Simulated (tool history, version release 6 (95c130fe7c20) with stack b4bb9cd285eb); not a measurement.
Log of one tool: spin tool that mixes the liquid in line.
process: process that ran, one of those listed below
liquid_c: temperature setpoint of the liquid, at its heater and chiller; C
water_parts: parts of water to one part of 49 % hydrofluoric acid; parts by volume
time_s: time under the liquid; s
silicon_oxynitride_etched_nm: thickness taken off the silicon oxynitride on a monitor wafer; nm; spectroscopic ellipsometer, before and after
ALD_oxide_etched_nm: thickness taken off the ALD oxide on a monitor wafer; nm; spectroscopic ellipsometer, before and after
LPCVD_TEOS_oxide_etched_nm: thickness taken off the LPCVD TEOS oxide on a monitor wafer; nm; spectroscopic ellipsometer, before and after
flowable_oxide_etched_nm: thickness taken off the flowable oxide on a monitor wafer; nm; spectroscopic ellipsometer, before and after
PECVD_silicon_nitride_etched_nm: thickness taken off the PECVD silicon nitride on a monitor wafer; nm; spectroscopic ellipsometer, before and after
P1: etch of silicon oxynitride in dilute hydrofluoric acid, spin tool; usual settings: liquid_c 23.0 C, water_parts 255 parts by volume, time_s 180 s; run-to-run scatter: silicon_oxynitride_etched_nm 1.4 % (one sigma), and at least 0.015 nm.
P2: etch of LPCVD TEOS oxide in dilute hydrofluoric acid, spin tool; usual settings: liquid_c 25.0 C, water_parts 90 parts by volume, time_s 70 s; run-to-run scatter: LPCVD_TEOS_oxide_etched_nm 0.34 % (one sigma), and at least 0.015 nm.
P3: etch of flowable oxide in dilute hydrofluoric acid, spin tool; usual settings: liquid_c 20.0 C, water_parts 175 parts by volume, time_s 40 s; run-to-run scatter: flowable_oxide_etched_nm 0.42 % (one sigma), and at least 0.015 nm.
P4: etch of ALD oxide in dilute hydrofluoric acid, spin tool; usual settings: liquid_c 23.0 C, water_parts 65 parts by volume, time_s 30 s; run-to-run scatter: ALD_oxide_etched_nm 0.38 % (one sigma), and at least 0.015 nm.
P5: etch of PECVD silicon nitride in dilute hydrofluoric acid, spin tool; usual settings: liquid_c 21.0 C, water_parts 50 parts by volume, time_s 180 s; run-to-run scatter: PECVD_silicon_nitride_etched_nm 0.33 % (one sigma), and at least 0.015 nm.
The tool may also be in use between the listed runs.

run	hour	process	liquid_c	water_parts	time_s	silicon_oxynitride_etched_nm	ALD_oxide_etched_nm	LPCVD_TEOS_oxide_etched_nm	flowable_oxide_etched_nm	PECVD_silicon_nitride_etched_nm
1	14.6	P1	23.0	255	180	1.61270				
2	22.7	P4	23.0	65	30		9.6751			
3	32.7	P2	25.0	90	70			46.770		
4	45.2	P4	17.0	65	30		7.5478			
5	62.0	P1	23.0	255	85	0.75629				
6	75.7	P3	17.0	175	40				4.7576	
7	91.4	P3	20.0	175	40				5.3714	
8	100.5	P2	17.5	90	70			34.508		
9	114.7	P3	20.0	175	40				5.3433	
10	124.9	P3	20.0	95	40				10.7730	
11	134.7	P2	25.0	90	70			46.755		
12	145.6	P1	23.0	255	295	2.62980				
13	154.3	P4	23.0	65	60		19.3820			
14	169.7	P2	25.0	90	20			13.370		
15	181.7	P1	23.0	255	180	1.61710				
16	191.3	P1	23.0	435	180	0.82101				
17	204.6	P5	21.0	50	280					12.3820
18	217.8	P5	17.0	50	180					6.0639
19	233.4	P1	23.0	255	180	1.58560				
20	244.6	P1	23.0	445	95	0.41732				
21	257.1	P2	25.0	150	70			26.049		
22	273.4	P1	23.0	455	280	1.25670				
23	283.1	P1	28.0	255	180	2.03980				
24	294.4	P1	17.0	255	180	1.23840				
25	308.4	P1	23.0	255	180	1.64810				
26	320.0	P5	21.0	50	180					8.0231
27	336.5	P1	23.0	60	180	8.18570				
28	348.9	P3	20.0	175	70				9.4028	
29	364.1	P4	23.0	65	30		9.7042			
30	377.8	P5	21.0	70	180					5.7910
31	386.0	P1	23.0	255	180	1.59310				
32	403.0	P4	23.0	110	30		5.3762			
33	413.5	P5	21.0	50	180					7.9409
34	431.3	P1	23.0	255	180	1.57850				
35	446.0	P1	23.0	255	180	1.49870				
36	461.7	P1	23.0	255	180	1.51140				
37	474.5	P1	23.0	255	180	1.49060				
38	492.2	P1	23.0	255	180	1.47680				
39	505.5	P1	23.0	255	180	1.46060				
40	522.3	P1	23.0	255	180	1.45460				
41	535.6	P1	23.0	255	180	1.47720				
42	545.1	P1	23.0	255	180	1.45590				
43	553.0	P1	23.0	255	180	1.42150				
44	562.3	P1	23.0	255	180	1.43390				

What P1 gives has crept away from where it was. These 2 causes fit the log equally well, each at the size given:
A: liquid colder than its thermometer reads (K) = 2.43
B: hydrofluoric acid flow below the setpoint (%) = 8.7
The creep began at about hour 431.3.

4 check runs are offered, one wafer each, their results left as question marks. Which one tells the causes apart?
check 1	571.6	P2	25.0	90	70			?		
check 2	571.6	P5	21.0	50	180					?
check 3	571.6	P3	20.0	175	40				?	
check 4	571.6	P4	23.0	65	30		?			

What each check would give under each cause:
check	result	if A	if B
check 1	LPCVD_TEOS_oxide_etched_nm	42.636	42.433
check 2	PECVD_silicon_nitride_etched_nm	6.7503	7.3160
check 3	flowable_oxide_etched_nm	4.8852	4.8305
check 4	ALD_oxide_etched_nm	8.7658	8.7823
How far apart the two closest causes lie, in the result that separates them most: check 1 0.48 %; check 2 8.05 %; check 3 1.13 %; check 4 0.19 %
Only check 2 tells the causes apart: in the others they would give nearly the same result.

Check 2 was then run and gave: PECVD_silicon_nitride_etched_nm 7.3204 nm. Which cause is it?

It is B: hydrofluoric acid flow below the setpoint (%).
